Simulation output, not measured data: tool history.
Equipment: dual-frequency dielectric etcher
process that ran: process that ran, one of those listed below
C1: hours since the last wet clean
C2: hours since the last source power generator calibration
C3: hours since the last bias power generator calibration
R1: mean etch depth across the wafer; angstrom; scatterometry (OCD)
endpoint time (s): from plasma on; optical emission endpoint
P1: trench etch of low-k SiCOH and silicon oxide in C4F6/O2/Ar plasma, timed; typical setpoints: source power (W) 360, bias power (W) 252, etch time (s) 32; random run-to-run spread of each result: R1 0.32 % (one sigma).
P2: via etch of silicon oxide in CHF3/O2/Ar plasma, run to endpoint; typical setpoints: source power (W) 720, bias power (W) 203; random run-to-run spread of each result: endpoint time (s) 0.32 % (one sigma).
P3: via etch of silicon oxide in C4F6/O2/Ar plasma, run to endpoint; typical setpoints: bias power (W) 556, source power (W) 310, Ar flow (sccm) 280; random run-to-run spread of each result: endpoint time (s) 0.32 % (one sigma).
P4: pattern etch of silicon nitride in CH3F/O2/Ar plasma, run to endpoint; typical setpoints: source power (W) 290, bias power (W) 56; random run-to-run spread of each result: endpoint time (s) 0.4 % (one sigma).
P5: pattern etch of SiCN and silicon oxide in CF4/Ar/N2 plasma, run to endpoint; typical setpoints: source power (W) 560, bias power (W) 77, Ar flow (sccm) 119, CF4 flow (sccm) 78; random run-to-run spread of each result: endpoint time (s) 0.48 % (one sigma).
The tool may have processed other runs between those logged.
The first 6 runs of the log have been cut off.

run 7 hour=66.6 | process_that_ran=P3 source_power_(W)=310 bias_power_(W)=556 Ar_flow_(sccm)=188 | C1=159.1 C2=751.8 C3=1614.6 | endpoint_time_(s)=17.462
run 8 hour=74.4 | process_that_ran=P1 source_power_(W)=360 bias_power_(W)=252 etch_time_(s)=44 | C1=166.9 C2=759.6 C3=1622.4 | R1=1461.3
run 9 hour=81.3 | process_that_ran=P2 source_power_(W)=510 bias_power_(W)=203 | C1=173.8 C2=766.5 C3=1629.3 | endpoint_time_(s)=378.24
run 10 hour=91.6 | process_that_ran=P4 source_power_(W)=290 bias_power_(W)=37 | C1=184.1 C2=776.8 C3=1639.6 | endpoint_time_(s)=81.67
run 11 hour=97.2 | process_that_ran=P1 source_power_(W)=360 bias_power_(W)=252 etch_time_(s)=32 | C1=189.7 C2=782.4 C3=1645.2 | R1=1057.5
run 12 hour=103.8 | process_that_ran=P1 source_power_(W)=250 bias_power_(W)=203 etch_time_(s)=32 | C1=196.3 C2=789 C3=1651.8 | R1=863.62
run 13 hour=115.1 | process_that_ran=P3 source_power_(W)=310 bias_power_(W)=556 Ar_flow_(sccm)=280 | C1=207.6 C2=800.3 C3=1663.1 | endpoint_time_(s)=18.294
run 14 hour=124.4 | process_that_ran=P3 source_power_(W)=310 bias_power_(W)=556 Ar_flow_(sccm)=280 | C1=216.9 C2=809.6 C3=1672.4 | endpoint_time_(s)=18.392
run 15 hour=130.8 | process_that_ran=P1 source_power_(W)=360 bias_power_(W)=252 etch_time_(s)=32 | C1=223.3 C2=816 C3=1678.8 | R1=1058.7
run 16 hour=137.7 | process_that_ran=P5 source_power_(W)=560 bias_power_(W)=77 Ar_flow_(sccm)=75 CF4_flow_(sccm)=78 | C1=230.2 C2=822.9 C3=1685.7 | endpoint_time_(s)=15.427
run 17 hour=148.1 | process_that_ran=P5 source_power_(W)=560 bias_power_(W)=77 Ar_flow_(sccm)=119 CF4_flow_(sccm)=78 | C1=240.6 C2=833.3 C3=1696.1 | endpoint_time_(s)=16.574
run 18 hour=154.7 | process_that_ran=P1 source_power_(W)=360 bias_power_(W)=252 etch_time_(s)=32 | C1=247.2 C2=839.9 C3=1702.7 | R1=1072.7
run 19 hour=161.6 | process_that_ran=P1 source_power_(W)=230 bias_power_(W)=252 etch_time_(s)=17.5 | C1=254.1 C2=846.8 C3=1709.6 | R1=490.62
run 20 hour=170.1 | process_that_ran=P2 source_power_(W)=720 bias_power_(W)=203 | C1=262.6 C2=855.3 C3=1718.1 | endpoint_time_(s)=332.11
run 21 hour=176.6 | process_that_ran=P3 source_power_(W)=310 bias_power_(W)=748 Ar_flow_(sccm)=280 | C1=269.1 C2=861.8 C3=1724.6 | endpoint_time_(s)=16.358
run 22 hour=186.5 | process_that_ran=P3 source_power_(W)=420 bias_power_(W)=556 Ar_flow_(sccm)=280 | C1=279 C2=871.7 C3=1734.5 | endpoint_time_(s)=16.376
run 23 hour=193.4 | process_that_ran=P4 source_power_(W)=190 bias_power_(W)=56 | C1=285.9 C2=878.6 C3=1741.4 | endpoint_time_(s)=83.914
run 24 hour=203.9 | process_that_ran=P5 source_power_(W)=760 bias_power_(W)=77 Ar_flow_(sccm)=119 CF4_flow_(sccm)=78 | C1=296.4 C2=889.1 C3=1751.9 | endpoint_time_(s)=12.646
run 25 hour=215.6 | process_that_ran=P1 source_power_(W)=360 bias_power_(W)=202 etch_time_(s)=32 | C1=308.1 C2=900.8 C3=1763.6 | R1=992.74
run 26 hour=225.9 | process_that_ran=P5 source_power_(W)=560 bias_power_(W)=46 Ar_flow_(sccm)=119 CF4_flow_(sccm)=78 | C1=318.4 C2=911.1 C3=1773.9 | endpoint_time_(s)=19.67

Expected results for the next run?
-- hour=233.8 bias power generator calibrated
run 27 hour=237.9 | process_that_ran=P1 source_power_(W)=360 bias_power_(W)=252 etch_time_(s)=22.5 | C1=330.4 C2=923.1 C3=4.1 | R1=?

{"run 27": {"R1": 752.69}}
